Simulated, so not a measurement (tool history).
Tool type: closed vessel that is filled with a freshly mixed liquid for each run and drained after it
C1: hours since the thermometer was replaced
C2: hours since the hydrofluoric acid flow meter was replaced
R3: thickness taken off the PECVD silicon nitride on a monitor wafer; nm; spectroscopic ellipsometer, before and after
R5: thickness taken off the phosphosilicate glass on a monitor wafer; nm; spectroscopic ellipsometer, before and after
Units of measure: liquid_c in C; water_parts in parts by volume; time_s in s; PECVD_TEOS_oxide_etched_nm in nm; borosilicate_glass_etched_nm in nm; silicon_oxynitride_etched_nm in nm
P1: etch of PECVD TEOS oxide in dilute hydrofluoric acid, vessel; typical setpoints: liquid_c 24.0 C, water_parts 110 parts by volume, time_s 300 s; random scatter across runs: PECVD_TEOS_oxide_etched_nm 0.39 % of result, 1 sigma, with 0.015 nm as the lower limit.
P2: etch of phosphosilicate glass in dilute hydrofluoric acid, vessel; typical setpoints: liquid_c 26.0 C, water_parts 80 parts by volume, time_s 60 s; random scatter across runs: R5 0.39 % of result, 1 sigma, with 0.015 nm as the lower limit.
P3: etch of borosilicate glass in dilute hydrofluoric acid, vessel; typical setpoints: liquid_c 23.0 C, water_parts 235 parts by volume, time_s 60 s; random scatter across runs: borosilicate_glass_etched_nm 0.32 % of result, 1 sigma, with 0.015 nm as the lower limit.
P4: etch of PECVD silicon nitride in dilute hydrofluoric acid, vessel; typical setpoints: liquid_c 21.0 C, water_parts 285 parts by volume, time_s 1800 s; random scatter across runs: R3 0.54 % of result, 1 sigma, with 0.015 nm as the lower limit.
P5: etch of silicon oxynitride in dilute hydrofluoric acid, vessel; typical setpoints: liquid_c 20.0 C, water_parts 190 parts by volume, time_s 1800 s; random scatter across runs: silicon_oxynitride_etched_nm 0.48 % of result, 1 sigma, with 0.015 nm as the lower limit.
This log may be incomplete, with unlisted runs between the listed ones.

run 1 day=0.538 | process=P1 liquid_c=24.0 water_parts=110 time_s=300 | C1=1288.1 C2=470.0 | PECVD_TEOS_oxide_etched_nm=60.026
run 2 day=0.954 | process=P3 liquid_c=23.0 water_parts=235 time_s=60 | C1=1298.1 C2=480.0 | borosilicate_glass_etched_nm=7.1210
run 3 day=1.417 | process=P1 liquid_c=17.0 water_parts=110 time_s=90 | C1=1309.2 C2=491.1 | PECVD_TEOS_oxide_etched_nm=13.590
run 4 day=1.921 | process=P4 liquid_c=21.0 water_parts=90 time_s=1800 | C1=1321.3 C2=503.2 | R3=51.895
run 5 day=2.346 | process=P1 liquid_c=19.5 water_parts=110 time_s=300 | C1=1331.5 C2=513.4 | PECVD_TEOS_oxide_etched_nm=50.104
run 6 day=2.871 | process=P1 liquid_c=24.0 water_parts=110 time_s=495 | C1=1344.1 C2=526.0 | PECVD_TEOS_oxide_etched_nm=98.700
run 7 day=3.396 | process=P5 liquid_c=20.0 water_parts=190 time_s=2900 | C1=1356.7 C2=538.6 | silicon_oxynitride_etched_nm=16.5180
run 8 day=3.862 | process=P2 liquid_c=26.0 water_parts=140 time_s=60 | C1=1367.9 C2=549.8 | R5=43.097
run 9 day=4.221 | process=P1 liquid_c=24.0 water_parts=185 time_s=560 | C1=1376.5 C2=558.4 | PECVD_TEOS_oxide_etched_nm=60.820
run 10 day=4.717 | process=P3 liquid_c=23.0 water_parts=385 time_s=60 | C1=1388.4 C2=570.3 | borosilicate_glass_etched_nm=3.8031
run 11 day=5.058 | process=P4 liquid_c=21.0 water_parts=285 time_s=1800 | C1=1396.6 C2=578.5 | R3=16.662
run 12 day=5.558 | process=P2 liquid_c=26.0 water_parts=80 time_s=60 | C1=1408.6 C2=590.5 | R5=80.989
run 13 day=6.108 | process=P1 liquid_c=24.0 water_parts=110 time_s=300 | C1=1421.8 C2=603.7 | PECVD_TEOS_oxide_etched_nm=59.945
run 14 day=6.496 | process=P1 liquid_c=24.0 water_parts=110 time_s=125 | C1=1431.1 C2=613.0 | PECVD_TEOS_oxide_etched_nm=24.923
-- day=6.721 thermometer replaced
run 15 day=7.062 | process=P4 liquid_c=17.0 water_parts=285 time_s=1800 | C1=8.3 C2=626.6 | R3=12.942
run 16 day=7.454 | process=P5 liquid_c=20.0 water_parts=190 time_s=1800 | C1=17.7 C2=636.0 | silicon_oxynitride_etched_nm=10.3650
run 17 day=7.917 | process=P1 liquid_c=30.0 water_parts=110 time_s=300 | C1=28.8 C2=647.1 | PECVD_TEOS_oxide_etched_nm=75.240
run 18 day=8.442 | process=P4 liquid_c=21.0 water_parts=285 time_s=2645 | C1=41.4 C2=659.7 | R3=24.523
run 19 day=8.733 | process=P5 liquid_c=25.0 water_parts=190 time_s=1800 | C1=48.4 C2=666.7 | silicon_oxynitride_etched_nm=13.0480
run 20 day=9.142 | process=P1 liquid_c=24.0 water_parts=110 time_s=300 | C1=58.2 C2=676.5 | PECVD_TEOS_oxide_etched_nm=59.746
run 21 day=9.462 | process=P2 liquid_c=19.0 water_parts=80 time_s=60 | C1=65.9 C2=684.2 | R5=60.668
run 22 day=10.008 | process=P1 liquid_c=24.0 water_parts=25 time_s=300 | C1=79.0 C2=697.3 | PECVD_TEOS_oxide_etched_nm=294.950
run 23 day=10.571 | process=P1 liquid_c=24.0 water_parts=110 time_s=300 | C1=92.5 C2=710.8 | PECVD_TEOS_oxide_etched_nm=59.547
run 24 day=11.179 | process=P3 liquid_c=17.0 water_parts=235 time_s=60 | C1=107.1 C2=725.4 | borosilicate_glass_etched_nm=5.6565
run 25 day=11.696 | process=P3 liquid_c=23.0 water_parts=235 time_s=115 | C1=119.5 C2=737.8 | borosilicate_glass_etched_nm=13.6930
run 26 day=12.296 | process=P3 liquid_c=23.0 water_parts=235 time_s=60 | C1=133.9 C2=752.2 | borosilicate_glass_etched_nm=7.1257
run 27 day=12.600 | process=P2 liquid_c=26.0 water_parts=80 time_s=30 | C1=141.2 C2=759.5 | R5=40.636
run 28 day=12.958 | process=P5 liquid_c=20.0 water_parts=290 time_s=1800 | C1=149.8 C2=768.1 | silicon_oxynitride_etched_nm=6.3159
run 29 day=13.258 | process=P1 liquid_c=24.0 water_parts=160 time_s=300 | C1=157.0 C2=775.3 | PECVD_TEOS_oxide_etched_nm=38.926
run 30 day=13.721 | process=P5 liquid_c=20.0 water_parts=190 time_s=1800 | C1=168.1 C2=786.4 | silicon_oxynitride_etched_nm=10.3220
run 31 day=14.158 | process=P1 liquid_c=29.5 water_parts=60 time_s=300 | C1=178.6 C2=796.9 | PECVD_TEOS_oxide_etched_nm=144.890
run 32 day=14.542 | process=P1 liquid_c=24.0 water_parts=110 time_s=300 | C1=187.8 C2=806.1 | PECVD_TEOS_oxide_etched_nm=60.040
run 33 day=14.967 | process=P1 liquid_c=24.0 water_parts=110 time_s=300 | C1=198.0 C2=816.3 | PECVD_TEOS_oxide_etched_nm=62.113
run 34 day=15.308 | process=P1 liquid_c=24.0 water_parts=110 time_s=300 | C1=206.2 C2=824.5 | PECVD_TEOS_oxide_etched_nm=62.953
run 35 day=15.875 | process=P1 liquid_c=24.0 water_parts=110 time_s=300 | C1=219.8 C2=838.1 | PECVD_TEOS_oxide_etched_nm=64.649
run 36 day=16.304 | process=P1 liquid_c=24.0 water_parts=110 time_s=300 | C1=230.1 C2=848.4 | PECVD_TEOS_oxide_etched_nm=64.903
run 37 day=16.850 | process=P1 liquid_c=24.0 water_parts=110 time_s=300 | C1=243.2 C2=861.5 | PECVD_TEOS_oxide_etched_nm=65.244
run 38 day=17.446 | process=P1 liquid_c=24.0 water_parts=110 time_s=300 | C1=257.5 C2=875.8 | PECVD_TEOS_oxide_etched_nm=65.126
run 39 day=18.038 | process=P1 liquid_c=24.0 water_parts=110 time_s=300 | C1=271.7 C2=890.0 | PECVD_TEOS_oxide_etched_nm=65.128

What P1 gives has crept off from where it sat before. The 2 causes that follow fit the log equally well, each at the size noted:
A: liquid hotter than its thermometer reads (K) = 2.26
B: hydrofluoric acid flow above the setpoint (%) = 8.09
At approximately day 14.542, the process output began to creep.

Consider the 4 single-wafer check runs listed below, results given as question marks: which one distinguishes between the causes by giving clearly different results for each?
run check 1 day=18.629 | process=P2 liquid_c=26.0 water_parts=130 time_s=60 | R5=?
run check 2 day=18.629 | process=P3 liquid_c=17.0 water_parts=235 time_s=60 | borosilicate_glass_etched_nm=?
run check 3 day=18.629 | process=P5 liquid_c=20.0 water_parts=270 time_s=2835 | silicon_oxynitride_etched_nm=?
run check 4 day=18.629 | process=P4 liquid_c=17.0 water_parts=90 time_s=1800 | R3=?

Check results expected under each cause:
check=check_1 result=R5 if_A=50.992 if_B=51.241
check=check_2 result=borosilicate_glass_etched_nm if_A=6.1974 if_B=6.2354
check=check_3 result=silicon_oxynitride_etched_nm if_A=11.9860 if_B=11.8670
check=check_4 result=R3 if_A=45.821 if_B=42.241
Per check, the gap between the least separated pair of causes, taken in the result that splits them most: check 1 0.49 %; check 2 0.61 %; check 3 1 %; check 4 8.13 %
The other checks would show nearly matching results whichever cause is true, so check 4 is the only one that separates the causes.

With check 4 done, the readings were: R3 46.094 nm. Identify which of the listed causes applies.

The cause is A: liquid hotter than its thermometer reads (K).

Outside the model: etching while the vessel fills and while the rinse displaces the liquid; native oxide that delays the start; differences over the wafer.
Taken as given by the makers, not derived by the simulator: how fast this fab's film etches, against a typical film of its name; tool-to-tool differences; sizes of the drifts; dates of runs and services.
